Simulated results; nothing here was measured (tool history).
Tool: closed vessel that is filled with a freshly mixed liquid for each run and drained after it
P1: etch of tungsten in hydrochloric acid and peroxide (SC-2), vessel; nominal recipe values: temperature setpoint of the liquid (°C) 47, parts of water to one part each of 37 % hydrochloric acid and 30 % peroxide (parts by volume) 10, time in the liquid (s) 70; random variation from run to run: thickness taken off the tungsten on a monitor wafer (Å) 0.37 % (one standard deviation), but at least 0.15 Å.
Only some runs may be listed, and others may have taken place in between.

run	day	temperature setpoint of the liquid (°C)	parts of water to one part each of 37 % hydrochloric acid and 30 % peroxide (parts by volume)	time in the liquid (s)	thickness taken off the tungsten on a monitor wafer (Å)
1	0.417	47	10	70	158.34
2	0.742	57.5	10	70	314.7
3	1.142	47	10	125	281.44
4	1.604	59	10	125	617.85
# day 1.775: thermometer replaced
5	1.921	47	10	70	158.1
6	2.25	47	18	70	94.735
7	2.608	47	10	70	158.23
8	2.875	47	10	70	158.18
9	3.204	59.5	10	30	152.54
10	3.504	47	10	30	67.938
11	3.904	35	10	70	67.727
12	4.258	47	10	70	158.43
13	4.654	47	10	70	157.26
14	4.942	47	4	70	315.76
15	5.25	47	10	70	157.97
16	5.646	47	10	70	164.39
17	5.992	47	10	70	168.22
18	6.396	47	10	70	170.68
19	6.7	47	10	70	170
20	7.017	47	10	70	170.93
21	7.362	47	10	70	172.73
22	7.571	47	10	70	172.07

What P1 gives has crept off from where it sat before. The 2 causes that follow fit the log equally well, each at the size noted:
A: liquid hotter than its thermometer reads (K) = 1.27
B: chemicals flow above the setpoint (%) = 10.9
The gradual shift began around day 5.25.
Other possible causes, and why each is ruled out:
peroxide weaker than its label (%): cannot exceed 8; that much would move thickness taken off the tungsten on a monitor wafer (Å) by -7.4 %, which falls short of the creep or goes against it

The list below offers 4 check runs, each averaging the results of 2 wafers, and shows each result as a question mark. For which of them would the listed causes give clearly different results?
check 1	7.779	56	10	70	?
check 2	7.779	39.5	10	45	?
check 3	7.779	54.5	10	95	?
check 4	7.779	37.5	4	70	?

How each check would come out, cause by cause:
check	result	if A	if B
check 1	thickness taken off the tungsten on a monitor wafer (Å)	309.91	311.21
check 2	thickness taken off the tungsten on a monitor wafer (Å)	65.817	65.513
check 3	thickness taken off the tungsten on a monitor wafer (Å)	382.06	383.37
check 4	thickness taken off the tungsten on a monitor wafer (Å)	177.62	173.49
How far apart the two closest causes lie, in the result that separates them most: check 1 0.42 %; check 2 0.46 %; check 3 0.34 %; check 4 2.35 %
The causes can be told apart only by check 4. The other checks would give nearly the same results under each of them.

Check 4 was carried out, with these results: thickness taken off the tungsten on a monitor wafer (Å) 177.94. Which of the listed causes is responsible?

It is A: liquid hotter than its thermometer reads (K).

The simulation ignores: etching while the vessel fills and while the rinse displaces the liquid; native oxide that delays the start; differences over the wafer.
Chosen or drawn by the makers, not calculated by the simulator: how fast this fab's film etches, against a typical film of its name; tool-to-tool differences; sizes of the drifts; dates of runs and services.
